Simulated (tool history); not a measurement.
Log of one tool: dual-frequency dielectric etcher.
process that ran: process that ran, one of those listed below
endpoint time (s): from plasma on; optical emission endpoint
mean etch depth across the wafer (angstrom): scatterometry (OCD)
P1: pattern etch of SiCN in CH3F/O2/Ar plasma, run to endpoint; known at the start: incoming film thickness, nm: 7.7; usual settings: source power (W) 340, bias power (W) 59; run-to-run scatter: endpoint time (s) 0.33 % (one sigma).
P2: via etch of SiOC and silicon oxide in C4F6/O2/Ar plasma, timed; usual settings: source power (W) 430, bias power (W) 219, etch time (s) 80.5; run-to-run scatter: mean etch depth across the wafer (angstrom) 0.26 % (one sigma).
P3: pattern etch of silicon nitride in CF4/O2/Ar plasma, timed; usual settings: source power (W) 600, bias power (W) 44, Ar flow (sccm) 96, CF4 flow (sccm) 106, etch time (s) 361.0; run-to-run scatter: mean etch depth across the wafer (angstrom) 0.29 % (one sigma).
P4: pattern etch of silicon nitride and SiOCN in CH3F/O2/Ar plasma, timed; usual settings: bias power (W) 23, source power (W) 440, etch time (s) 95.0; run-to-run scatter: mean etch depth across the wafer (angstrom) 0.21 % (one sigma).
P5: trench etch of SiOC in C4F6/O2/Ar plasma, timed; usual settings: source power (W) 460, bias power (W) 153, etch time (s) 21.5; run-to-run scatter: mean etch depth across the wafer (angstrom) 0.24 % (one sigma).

run	hour	process that ran	source power (W)	bias power (W)	etch time (s)	Ar flow (sccm)	CF4 flow (sccm)	hours since the last wet clean	hours since the last source power generator calibration	hours since the last bias power generator calibration	endpoint time (s)	mean etch depth across the wafer (angstrom)
1	5.8	P1	340	59				130.9	1501.0	788.0	23.060	
2	12.2	P2	430	294	80.5			137.3	1507.4	794.4		1105.900
3	19.4	P3	600	44	361.0	96	128	144.5	1514.6	801.6		8091.400
4	28.9	P1	240	71				154.0	1524.1	811.1	24.659	
5	33.9	P5	460	198	21.5			159.0	1529.1	816.1		489.950
6	41.2	P4	340	23	95.0			166.3	1536.4	823.4		121.070
7	47.2	P3	600	44	361.0	96	106	172.3	1542.4	829.4		7932.200
8	51.7	P1	340	59				176.8	1546.9	833.9	22.835	
9	58.6	P4	440	23	69.0			183.7	1553.8	840.8		95.919
10	67.4	P3	600	28	361.0	96	106	192.5	1562.6	849.6		6800.700
11	76.2	P2	430	219	80.5			201.3	1571.4	858.4		1001.900
12	82.7	P1	340	59				207.8	1577.9	864.9	22.919	
# hour 83.8: wet clean of the chamber
13	87.2	P5	460	153	12.0			3.4	1582.4	869.4		251.890
14	93.5	P5	460	153	21.5			9.7	1588.7	875.7		451.810
15	98.4	P5	660	153	21.5			14.6	1593.6	880.6		520.050
16	102.6	P2	430	219	80.5			18.8	1597.8	884.8		1001.700
17	111.9	P3	770	44	361.0	96	106	28.1	1607.1	894.1		9888.800
18	118.1	P2	430	219	44.5			34.3	1613.3	900.3		552.640
19	126.3	P1	260	59				42.5	1621.5	908.5	25.430	
20	135.4	P1	340	80				51.6	1630.6	917.6	20.648	
21	143.8	P1	340	59				60.0	1639.0	926.0	22.903	
22	148.7	P3	600	44	361.0	133	106	64.9	1643.9	930.9		7558.500
23	156.7	P1	340	59				72.9	1651.9	938.9	22.905	
# hour 159.0: bias power generator calibrated
24	162.1	P3	600	44	475.0	96	106	78.3	1657.3	3.2		10448.000
25	167.3	P2	290	219	80.5			83.5	1662.5	8.4		861.340
26	173.5	P1	340	36				89.7	1668.7	14.6	26.803	
27	181.7	P1	420	59				97.9	1676.9	22.8	21.294	
28	190.0	P1	250	70				106.2	1685.2	31.1	24.343	
29	197.3	P4	440	17	95.0			113.5	1692.5	38.4		116.060
30	205.9	P1	340	59				122.1	1701.1	47.0	23.108	
31	214.5	P4	440	23	95.0			130.7	1709.7	55.6		132.150
32	219.3	P1	340	59				135.5	1714.5	60.4	22.934	
33	225.2	P1	340	59				141.4	1720.4	66.3	22.952	
34	232.2	P1	340	59				148.4	1727.4	73.3	22.725	
35	241.8	P1	340	59				158.0	1737.0	82.9	22.633	
36	245.9	P1	340	59				162.1	1741.1	87.0	22.689	
# hour 248.4: wet clean of the chamber
37	254.5	P1	340	59				6.2	1749.7	95.6	22.691	
38	263.2	P1	340	59				14.9	1758.4	104.3	22.579	

What P1 gives has crept away from where it was. These 2 causes fit the log equally well, each at the size given:
A: source power that arrives over what is set, % = 4.4
B: bias power that arrives over what is set, % = 4.87
The creep began at about hour 219.3.
Why every other cause is out:
chamber walls in a state that raises the etch rate, %: serviced at hour 248.4, which brought nothing back

4 check runs are offered, one wafer each, their results left as question marks. Which one tells the causes apart?
check 1	271.9	P3	600	32	361.0	96	106					?
check 2	271.9	P2	290	274	80.5							?
check 3	271.9	P5	640	153	21.5							?
check 4	271.9	P4	440	17	95.0							?

What each check would give under each cause:
check	result	if A	if B
check 1	mean etch depth across the wafer (angstrom)	7377.500	7212.600
check 2	mean etch depth across the wafer (angstrom)	945.320	946.040
check 3	mean etch depth across the wafer (angstrom)	523.140	521.530
check 4	mean etch depth across the wafer (angstrom)	117.750	118.280
How far apart the two closest causes lie, in the result that separates them most: check 1 2.26 %; check 2 0.08 %; check 3 0.31 %; check 4 0.45 %
Check 1 tells the causes apart: in the others they would give nearly the same result.

Check 1 was then run and gave: mean etch depth across the wafer (angstrom) 7371.000. Which cause is it?

It is A: source power that arrives over what is set, %.
